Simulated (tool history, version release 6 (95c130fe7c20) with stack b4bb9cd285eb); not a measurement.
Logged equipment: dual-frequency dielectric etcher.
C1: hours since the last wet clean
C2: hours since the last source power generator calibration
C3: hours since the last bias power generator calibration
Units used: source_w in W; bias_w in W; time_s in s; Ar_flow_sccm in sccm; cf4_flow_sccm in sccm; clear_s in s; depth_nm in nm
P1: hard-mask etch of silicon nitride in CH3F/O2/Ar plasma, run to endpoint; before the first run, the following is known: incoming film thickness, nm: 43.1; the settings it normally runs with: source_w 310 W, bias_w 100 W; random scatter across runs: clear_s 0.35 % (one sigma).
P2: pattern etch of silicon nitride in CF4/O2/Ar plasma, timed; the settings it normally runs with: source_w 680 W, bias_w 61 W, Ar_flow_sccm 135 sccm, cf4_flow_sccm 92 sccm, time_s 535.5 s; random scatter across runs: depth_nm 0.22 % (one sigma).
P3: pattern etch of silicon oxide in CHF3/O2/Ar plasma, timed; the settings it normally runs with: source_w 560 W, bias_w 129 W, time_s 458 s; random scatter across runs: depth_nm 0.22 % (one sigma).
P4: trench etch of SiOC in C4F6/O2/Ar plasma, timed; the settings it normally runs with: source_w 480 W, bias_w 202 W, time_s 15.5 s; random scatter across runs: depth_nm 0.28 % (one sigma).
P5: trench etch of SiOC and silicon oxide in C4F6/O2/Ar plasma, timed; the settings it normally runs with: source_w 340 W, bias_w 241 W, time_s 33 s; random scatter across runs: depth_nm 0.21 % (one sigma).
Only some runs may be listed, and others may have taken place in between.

{"run": 1, "hour": 5.0, "process": "P1", "source_w": 310, "bias_w": 100, "C1": 100.8, "C2": 694.1, "C3": 1048.3, "clear_s": 59.294}
{"run": 2, "hour": 15.8, "process": "P4", "source_w": 670, "bias_w": 202, "time_s": 15.5, "C1": 111.6, "C2": 704.9, "C3": 1059.1, "depth_nm": 42.314}
{"run": 3, "hour": 21.6, "process": "P2", "source_w": 680, "bias_w": 61, "time_s": 765.5, "Ar_flow_sccm": 135, "cf4_flow_sccm": 92, "C1": 117.4, "C2": 710.7, "C3": 1064.9, "depth_nm": 1984.1}
{"run": 4, "hour": 26.3, "process": "P1", "source_w": 440, "bias_w": 100, "C1": 122.1, "C2": 715.4, "C3": 1069.6, "clear_s": 51.701}
{"run": 5, "hour": 35.3, "process": "P3", "source_w": 780, "bias_w": 129, "time_s": 458, "C1": 131.1, "C2": 724.4, "C3": 1078.6, "depth_nm": 912.81}
{"run": 6, "hour": 42.0, "process": "P2", "source_w": 680, "bias_w": 77, "time_s": 535.5, "Ar_flow_sccm": 135, "cf4_flow_sccm": 92, "C1": 137.8, "C2": 731.1, "C3": 1085.3, "depth_nm": 1521.5}
{"run": 7, "hour": 51.8, "process": "P1", "source_w": 310, "bias_w": 133, "C1": 147.6, "C2": 740.9, "C3": 1095.1, "clear_s": 53.033}
{"run": 8, "hour": 58.4, "process": "P4", "source_w": 480, "bias_w": 202, "time_s": 15.5, "C1": 154.2, "C2": 747.5, "C3": 1101.7, "depth_nm": 36.901}
{"run": 9, "hour": 66.5, "process": "P3", "source_w": 560, "bias_w": 129, "time_s": 458, "C1": 162.3, "C2": 755.6, "C3": 1109.8, "depth_nm": 802.6}
{"run": 10, "hour": 72.0, "process": "P2", "source_w": 680, "bias_w": 61, "time_s": 535.5, "Ar_flow_sccm": 135, "cf4_flow_sccm": 73, "C1": 167.8, "C2": 761.1, "C3": 1115.3, "depth_nm": 1346.6}
{"run": 11, "hour": 79.4, "process": "P1", "source_w": 310, "bias_w": 100, "C1": 175.2, "C2": 768.5, "C3": 1122.7, "clear_s": 58.791}
{"run": 12, "hour": 87.7, "process": "P2", "source_w": 440, "bias_w": 61, "time_s": 535.5, "Ar_flow_sccm": 135, "cf4_flow_sccm": 92, "C1": 183.5, "C2": 776.8, "C3": 1131, "depth_nm": 953.52}
{"run": 13, "hour": 94.6, "process": "P1", "source_w": 240, "bias_w": 117, "C1": 190.4, "C2": 783.7, "C3": 1137.9, "clear_s": 61.125}
{"run": 14, "hour": 103.5, "process": "P1", "source_w": 240, "bias_w": 100, "C1": 199.3, "C2": 792.6, "C3": 1146.8, "clear_s": 64.998}
{"run": 15, "hour": 108.7, "process": "P3", "source_w": 560, "bias_w": 129, "time_s": 458, "C1": 204.5, "C2": 797.8, "C3": 1152, "depth_nm": 806.26}
{"run": 16, "hour": 118.8, "process": "P2", "source_w": 680, "bias_w": 61, "time_s": 535.5, "Ar_flow_sccm": 178, "cf4_flow_sccm": 92, "C1": 214.6, "C2": 807.9, "C3": 1162.1, "depth_nm": 1340.2}
{"run": 17, "hour": 126.7, "process": "P4", "source_w": 480, "bias_w": 202, "time_s": 21, "C1": 222.5, "C2": 815.8, "C3": 1170, "depth_nm": 50.16}
{"run": 18, "hour": 137.5, "process": "P5", "source_w": 340, "bias_w": 337, "time_s": 33, "C1": 233.3, "C2": 826.6, "C3": 1180.8, "depth_nm": 74.402}
{"run": 19, "hour": 142.8, "process": "P4", "source_w": 480, "bias_w": 144, "time_s": 15.5, "C1": 238.6, "C2": 831.9, "C3": 1186.1, "depth_nm": 33.207}
{"run": 20, "hour": 148.8, "process": "P1", "source_w": 310, "bias_w": 71, "C1": 244.6, "C2": 837.9, "C3": 1192.1, "clear_s": 66.617}
{"run": 21, "hour": 156.2, "process": "P1", "source_w": 310, "bias_w": 100, "C1": 252, "C2": 845.3, "C3": 1199.5, "clear_s": 58.764}
{"run": 22, "hour": 166.4, "process": "P3", "source_w": 560, "bias_w": 129, "time_s": 307, "C1": 262.2, "C2": 855.5, "C3": 1209.7, "depth_nm": 537.13}
{"run": 23, "hour": 173.9, "process": "P1", "source_w": 310, "bias_w": 100, "C1": 269.7, "C2": 863, "C3": 1217.2, "clear_s": 58.879}
{"run": 24, "hour": 180.1, "process": "P1", "source_w": 310, "bias_w": 100, "C1": 275.9, "C2": 869.2, "C3": 1223.4, "clear_s": 58.873}
{"run": 25, "hour": 188.7, "process": "P5", "source_w": 340, "bias_w": 241, "time_s": 33, "C1": 284.5, "C2": 877.8, "C3": 1232, "depth_nm": 66.438}
{"run": 26, "hour": 196.0, "process": "P5", "source_w": 340, "bias_w": 241, "time_s": 49.5, "C1": 291.8, "C2": 885.1, "C3": 1239.3, "depth_nm": 99.771}
{"hour": 196.9, "done": "bias power generator calibrated"}
{"run": 27, "hour": 202.8, "process": "P1", "source_w": 310, "bias_w": 100, "C1": 298.6, "C2": 891.9, "C3": 6, "clear_s": 58.888}
{"run": 28, "hour": 208.2, "process": "P3", "source_w": 560, "bias_w": 87, "time_s": 458, "C1": 304, "C2": 897.3, "C3": 11.4, "depth_nm": 712.56}
{"run": 29, "hour": 215.5, "process": "P2", "source_w": 680, "bias_w": 61, "time_s": 535.5, "Ar_flow_sccm": 135, "cf4_flow_sccm": 92, "C1": 311.3, "C2": 904.6, "C3": 18.7, "depth_nm": 1378.3}
{"run": 30, "hour": 225.2, "process": "P5", "source_w": 230, "bias_w": 241, "time_s": 33, "C1": 321, "C2": 914.3, "C3": 28.4, "depth_nm": 57.146}

What will run 31 give?
{"run": 31, "hour": 233.9, "process": "P4", "source_w": 480, "bias_w": 202, "time_s": 15.5, "C1": 329.7, "C2": 923, "C3": 37.1, "depth_nm": "?"}

depth_nm: 36.928 nm
